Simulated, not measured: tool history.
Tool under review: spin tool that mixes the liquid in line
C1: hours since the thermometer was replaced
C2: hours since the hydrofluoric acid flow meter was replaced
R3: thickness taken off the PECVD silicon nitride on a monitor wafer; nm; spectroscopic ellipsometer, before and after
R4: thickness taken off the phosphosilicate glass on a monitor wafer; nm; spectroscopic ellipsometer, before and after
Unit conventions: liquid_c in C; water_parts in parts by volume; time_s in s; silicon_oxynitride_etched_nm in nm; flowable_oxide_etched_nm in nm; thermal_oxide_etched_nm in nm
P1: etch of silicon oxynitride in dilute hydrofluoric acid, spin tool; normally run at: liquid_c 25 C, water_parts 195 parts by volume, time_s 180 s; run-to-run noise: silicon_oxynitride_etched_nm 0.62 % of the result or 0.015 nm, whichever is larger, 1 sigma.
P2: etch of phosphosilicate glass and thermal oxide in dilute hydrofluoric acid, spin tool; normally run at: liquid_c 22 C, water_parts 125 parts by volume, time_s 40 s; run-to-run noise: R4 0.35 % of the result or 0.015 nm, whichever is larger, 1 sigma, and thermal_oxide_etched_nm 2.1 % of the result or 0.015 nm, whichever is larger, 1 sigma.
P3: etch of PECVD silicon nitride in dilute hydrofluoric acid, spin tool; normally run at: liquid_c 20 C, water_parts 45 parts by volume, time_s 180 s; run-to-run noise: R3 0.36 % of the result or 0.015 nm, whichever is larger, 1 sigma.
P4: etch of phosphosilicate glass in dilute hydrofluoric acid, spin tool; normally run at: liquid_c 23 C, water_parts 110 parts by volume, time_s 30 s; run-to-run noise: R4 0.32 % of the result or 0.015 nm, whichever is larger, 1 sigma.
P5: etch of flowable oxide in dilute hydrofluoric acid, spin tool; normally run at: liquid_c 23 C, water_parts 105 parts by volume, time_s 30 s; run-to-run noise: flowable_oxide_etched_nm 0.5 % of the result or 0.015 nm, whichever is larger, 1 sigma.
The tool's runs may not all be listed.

Run 1, hour 5.7: process P1, liquid_c 25 C, water_parts 195 parts by volume, time_s 180 s; C1 392.9; C2 194.1. Result: silicon_oxynitride_etched_nm 3.9562 nm.
Run 2, hour 10.8: process P1, liquid_c 25 C, water_parts 195 parts by volume, time_s 180 s; C1 398; C2 199.2. Result: silicon_oxynitride_etched_nm 3.9368 nm.
Run 3, hour 15.3: process P5, liquid_c 17 C, water_parts 105 parts by volume, time_s 30 s; C1 402.5; C2 203.7. Result: flowable_oxide_etched_nm 8.9811 nm.
Run 4, hour 19.2: process P3, liquid_c 20 C, water_parts 20 parts by volume, time_s 180 s; C1 406.4; C2 207.6. Result: R3 15.897 nm.
Run 5, hour 23.7: process P1, liquid_c 19.5 C, water_parts 195 parts by volume, time_s 180 s; C1 410.9; C2 212.1. Result: silicon_oxynitride_etched_nm 3.1347 nm.
Run 6, hour 29.6: process P1, liquid_c 32 C, water_parts 195 parts by volume, time_s 180 s; C1 416.8; C2 218. Result: silicon_oxynitride_etched_nm 5.3736 nm.
Run 7, hour 34.4: process P4, liquid_c 23 C, water_parts 110 parts by volume, time_s 15 s; C1 421.6; C2 222.8. Result: R4 12.83 nm.
Run 8, hour 40.7: process P1, liquid_c 25 C, water_parts 195 parts by volume, time_s 180 s; C1 427.9; C2 229.1. Result: silicon_oxynitride_etched_nm 3.964 nm.
Run 9, hour 46.1: process P3, liquid_c 20 C, water_parts 45 parts by volume, time_s 335 s; C1 433.3; C2 234.5. Result: R3 13.624 nm.
Run 10, hour 49.3: process P1, liquid_c 25 C, water_parts 50 parts by volume, time_s 180 s; C1 436.5; C2 237.7. Result: silicon_oxynitride_etched_nm 17.499 nm.
Run 11, hour 55.5: process P5, liquid_c 23 C, water_parts 105 parts by volume, time_s 30 s; C1 442.7; C2 243.9. Result: flowable_oxide_etched_nm 11.524 nm.
Run 12, hour 60.3: process P1, liquid_c 25 C, water_parts 315 parts by volume, time_s 255 s; C1 447.5; C2 248.7. Result: silicon_oxynitride_etched_nm 3.2335 nm.
Run 13, hour 63.2: process P5, liquid_c 23 C, water_parts 105 parts by volume, time_s 15 s; C1 450.4; C2 251.6. Result: flowable_oxide_etched_nm 5.7231 nm.
Run 14, hour 66.5: process P1, liquid_c 25 C, water_parts 195 parts by volume, time_s 180 s; C1 453.7; C2 254.9. Result: silicon_oxynitride_etched_nm 4.0252 nm.
Run 15, hour 71.9: process P3, liquid_c 20 C, water_parts 45 parts by volume, time_s 180 s; C1 459.1; C2 260.3. Result: R3 7.332 nm.
Run 16, hour 78: process P1, liquid_c 25 C, water_parts 195 parts by volume, time_s 340 s; C1 465.2; C2 266.4. Result: silicon_oxynitride_etched_nm 7.4445 nm.
Run 17, hour 84.5: process P5, liquid_c 23 C, water_parts 105 parts by volume, time_s 30 s; C1 471.7; C2 272.9. Result: flowable_oxide_etched_nm 11.49 nm.
Run 18, hour 88.7: process P2, liquid_c 17 C, water_parts 125 parts by volume, time_s 40 s; C1 475.9; C2 277.1. Result: R4 31.762 nm, thermal_oxide_etched_nm 1.1481 nm.
Run 19, hour 93.6: process P2, liquid_c 22 C, water_parts 125 parts by volume, time_s 15 s; C1 480.8; C2 282. Result: R4 14.486 nm, thermal_oxide_etched_nm 0.50115 nm.
Run 20, hour 98.8: process P5, liquid_c 23 C, water_parts 40 parts by volume, time_s 30 s; C1 486; C2 287.2. Result: flowable_oxide_etched_nm 32.723 nm.
Run 21, hour 105.4: process P4, liquid_c 23 C, water_parts 110 parts by volume, time_s 30 s; C1 492.6; C2 293.8. Result: R4 25.701 nm.
Run 22, hour 109.9: process P1, liquid_c 25 C, water_parts 195 parts by volume, time_s 180 s; C1 497.1; C2 298.3. Result: silicon_oxynitride_etched_nm 3.9965 nm.
Run 23, hour 113.8: process P4, liquid_c 23 C, water_parts 110 parts by volume, time_s 30 s; C1 501; C2 302.2. Result: R4 25.689 nm.
Run 24, hour 119: process P4, liquid_c 17 C, water_parts 110 parts by volume, time_s 30 s; C1 506.2; C2 307.4. Result: R4 20.116 nm.
Run 25, hour 123.7: process P1, liquid_c 25 C, water_parts 355 parts by volume, time_s 180 s; C1 510.9; C2 312.1. Result: silicon_oxynitride_etched_nm 1.9833 nm.
Run 26, hour 129.8: process P4, liquid_c 23 C, water_parts 170 parts by volume, time_s 30 s; C1 517; C2 318.2. Result: R4 15.546 nm.
Run 27, hour 134.7: process P2, liquid_c 22 C, water_parts 210 parts by volume, time_s 40 s; C1 521.9; C2 323.1. Result: R4 21.013 nm, thermal_oxide_etched_nm 0.73765 nm.
Run 28, hour 137.9: process P2, liquid_c 22 C, water_parts 125 parts by volume, time_s 40 s; C1 525.1; C2 326.3. Result: R4 39.135 nm, thermal_oxide_etched_nm 1.4049 nm.
Run 29, hour 143.2: process P1, liquid_c 25 C, water_parts 195 parts by volume, time_s 90 s; C1 530.4; C2 331.6. Result: silicon_oxynitride_etched_nm 2.0062 nm.
Run 30, hour 147.5: process P1, liquid_c 25 C, water_parts 195 parts by volume, time_s 180 s; C1 534.7; C2 335.9. Result: silicon_oxynitride_etched_nm 3.9921 nm.
Run 31, hour 153.7: process P3, liquid_c 17 C, water_parts 45 parts by volume, time_s 180 s; C1 540.9; C2 342.1. Result: R3 5.8878 nm.
Run 32, hour 159.2: process P1, liquid_c 25 C, water_parts 195 parts by volume, time_s 180 s; C1 546.4; C2 347.6. Result: silicon_oxynitride_etched_nm 4.0151 nm.
Run 33, hour 164: process P1, liquid_c 25 C, water_parts 195 parts by volume, time_s 180 s; C1 551.2; C2 352.4. Result: silicon_oxynitride_etched_nm 4.1052 nm.
Run 34, hour 168.6: process P1, liquid_c 25 C, water_parts 195 parts by volume, time_s 180 s; C1 555.8; C2 357. Result: silicon_oxynitride_etched_nm 4.2293 nm.
Run 35, hour 174.2: process P1, liquid_c 25 C, water_parts 195 parts by volume, time_s 180 s; C1 561.4; C2 362.6. Result: silicon_oxynitride_etched_nm 4.2798 nm.
Run 36, hour 179.6: process P1, liquid_c 25 C, water_parts 195 parts by volume, time_s 180 s; C1 566.8; C2 368. Result: silicon_oxynitride_etched_nm 4.3156 nm.
Run 37, hour 182.4: process P1, liquid_c 25 C, water_parts 195 parts by volume, time_s 180 s; C1 569.6; C2 370.8. Result: silicon_oxynitride_etched_nm 4.348 nm.
Run 38, hour 188.1: process P1, liquid_c 25 C, water_parts 195 parts by volume, time_s 180 s; C1 575.3; C2 376.5. Result: silicon_oxynitride_etched_nm 4.3872 nm.
Run 39, hour 191.1: process P1, liquid_c 25 C, water_parts 195 parts by volume, time_s 180 s; C1 578.3; C2 379.5. Result: silicon_oxynitride_etched_nm 4.342 nm.
Run 40, hour 197: process P1, liquid_c 25 C, water_parts 195 parts by volume, time_s 180 s; C1 584.2; C2 385.4. Result: silicon_oxynitride_etched_nm 4.3474 nm.
Run 41, hour 200.8: process P1, liquid_c 25 C, water_parts 195 parts by volume, time_s 180 s; C1 588; C2 389.2. Result: silicon_oxynitride_etched_nm 4.3698 nm.

Run 42, settings as shown, results not yet in. Your forecast:
Run 42, hour 204.1: process P1, liquid_c 25 C, water_parts 195 parts by volume, time_s 180 s; C1 591.3; C2 392.5. Result: silicon_oxynitride_etched_nm ?.

silicon_oxynitride_etched_nm: 4.365 nm

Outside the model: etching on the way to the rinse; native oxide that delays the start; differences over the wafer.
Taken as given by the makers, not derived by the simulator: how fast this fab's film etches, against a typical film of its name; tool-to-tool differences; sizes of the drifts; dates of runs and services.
